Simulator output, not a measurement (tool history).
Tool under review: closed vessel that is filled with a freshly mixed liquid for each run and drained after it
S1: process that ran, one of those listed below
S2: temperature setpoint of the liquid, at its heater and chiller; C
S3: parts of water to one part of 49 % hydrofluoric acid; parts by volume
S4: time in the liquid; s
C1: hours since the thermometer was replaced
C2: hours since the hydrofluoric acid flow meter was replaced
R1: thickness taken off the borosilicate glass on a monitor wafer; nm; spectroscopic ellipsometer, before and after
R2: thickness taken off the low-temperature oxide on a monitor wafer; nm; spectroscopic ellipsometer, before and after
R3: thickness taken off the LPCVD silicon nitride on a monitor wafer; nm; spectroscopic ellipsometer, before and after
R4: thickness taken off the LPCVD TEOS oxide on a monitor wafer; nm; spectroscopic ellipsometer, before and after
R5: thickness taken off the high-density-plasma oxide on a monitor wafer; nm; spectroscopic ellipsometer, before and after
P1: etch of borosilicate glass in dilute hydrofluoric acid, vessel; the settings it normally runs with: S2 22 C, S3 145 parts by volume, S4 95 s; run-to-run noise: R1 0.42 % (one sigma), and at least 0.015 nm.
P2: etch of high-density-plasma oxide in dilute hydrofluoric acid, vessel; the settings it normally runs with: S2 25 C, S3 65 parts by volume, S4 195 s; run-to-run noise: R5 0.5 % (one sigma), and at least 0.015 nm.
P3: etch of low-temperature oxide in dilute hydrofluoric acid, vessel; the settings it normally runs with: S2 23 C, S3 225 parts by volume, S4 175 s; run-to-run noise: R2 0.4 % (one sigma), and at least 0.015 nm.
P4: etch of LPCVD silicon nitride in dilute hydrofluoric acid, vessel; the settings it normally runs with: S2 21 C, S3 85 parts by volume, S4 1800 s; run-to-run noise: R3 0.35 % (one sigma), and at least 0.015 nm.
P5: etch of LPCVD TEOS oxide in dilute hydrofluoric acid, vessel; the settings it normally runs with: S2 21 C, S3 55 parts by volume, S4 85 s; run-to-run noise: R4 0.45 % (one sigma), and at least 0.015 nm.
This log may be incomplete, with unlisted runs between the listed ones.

run   hour  S1    S2   S3    S4     C1      C2      R1      R2       R3      R4      R5
  1   10.8  P1    22  145    95  321.3   975.9  15.438
  2   23.9  P1    22  145    95  334.4     989  15.402
  3   37.3  P3    23  225   175  347.8  1002.4          6.9199
  4   50.1  P4    21   85   160  360.6  1015.2                  0.76326
  5   60.9  P4    21   85  1800  371.4    1026                   8.6183
  6   74.8  P5    17   55    85  385.3  1039.9                           35.312
  7   85.6  P2    25   65   195  396.1  1050.7                                   16.681
  8   94.4  P5    21   55    30  404.9  1059.5                           14.843
  9  102.5  P3    23  225   175    413  1067.6          6.8916
 10  109.4  P1    22  145    55  419.9  1074.5  8.9838
 11  121.8  P2    25   65   195  432.3  1086.9                                   16.682
 12  129.2  P5    21   20    85  439.7  1094.3                           120.35
 13    138  P4    21  125  1800  448.5  1103.1                   5.9144
 14  145.2  P1    17  145    95  455.7  1110.3  12.546
 15  158.7  P2    25   65    30  469.2  1123.8                                   2.5937
 16  171.2  P1    22  145    95  481.7  1136.3  15.368
 17  181.8  P3    17  225   175  492.3  1146.9          5.5237
 18  189.9  P4    17   85  1800  500.4    1155                   6.5137
 19  198.7  P1    22  145   155  509.2  1163.8  25.213
 20  204.9  P5    21   55    85  515.4    1170                           42.046
 21  214.6  P2  30.5   65   195  525.1  1179.7                                   20.641
 22  222.2  P2    25   35   195  532.7  1187.3                                   32.329
 23  235.5  P1  17.5  255    95    546  1200.6  6.6161
 24  243.2  P1    22   65    95  553.7  1208.3  37.776
 25  253.6  P1    22  145    95  564.1  1218.7  15.463
 26  264.1  P1    22  245    95  574.6  1229.2  8.1976
 27  278.3  P3    23  345   175  588.8  1243.4          3.9962
 28  290.4  P3    23  225    90  600.9  1255.5          3.5239
 29  303.7  P1  28.5  145    95  614.2  1268.8  19.779
 30  314.5  P1    22  145    95    625  1279.6  15.377
 31  328.6  P1    22  145    95  639.1  1293.7  16.009
 32  342.2  P1    22  145    95  652.7  1307.3  16.358
 33  353.7  P1    22  145    95  664.2  1318.8  16.411
 34  365.5  P1    22  145    95    676  1330.6  16.646
 35  377.7  P1    22  145    95  688.2  1342.8  16.621
 36  384.1  P1    22  145    95  694.6  1349.2  16.597
 37  395.8  P1    22  145    95  706.3  1360.9  16.564

What P1 gives has crept off from where it sat before. The 2 causes that follow fit the log equally well, each at the size noted:
A: hydrofluoric acid flow above the setpoint (%) = 6.43
B: liquid hotter than its thermometer reads (K) = 1.86
The drift started at roughly hour 314.5.

Question marks stand in for the results of the 4 check runs listed below, each run on one wafer. Under which run would the listed causes show clearly different results?
check 1  407.5  P2  25   65   195                           ?
check 2  407.5  P5  21   55    85                       ?
check 3  407.5  P4  21   85  1800                   ?
check 4  407.5  P3  23  225   175               ?

Outcome of each check run for each possible cause:
  check  result    if A    if B
check 1      R5  17.856  17.979
check 2      R4  44.693  45.195
check 3      R3  9.1386  9.7468
check 4      R2  7.4411  7.3773
Per check, the gap between the least separated pair of causes, taken in the result that splits them most: check 1 0.68 %; check 2 1.12 %; check 3 6.44 %; check 4 0.86 %
The other checks would show nearly matching results whichever cause is true, so check 3 is the only one that separates the causes.

Check 3 has now been run. It gave: R3 9.7451 nm. Which of the candidate causes is it?

The cause is B: liquid hotter than its thermometer reads (K).
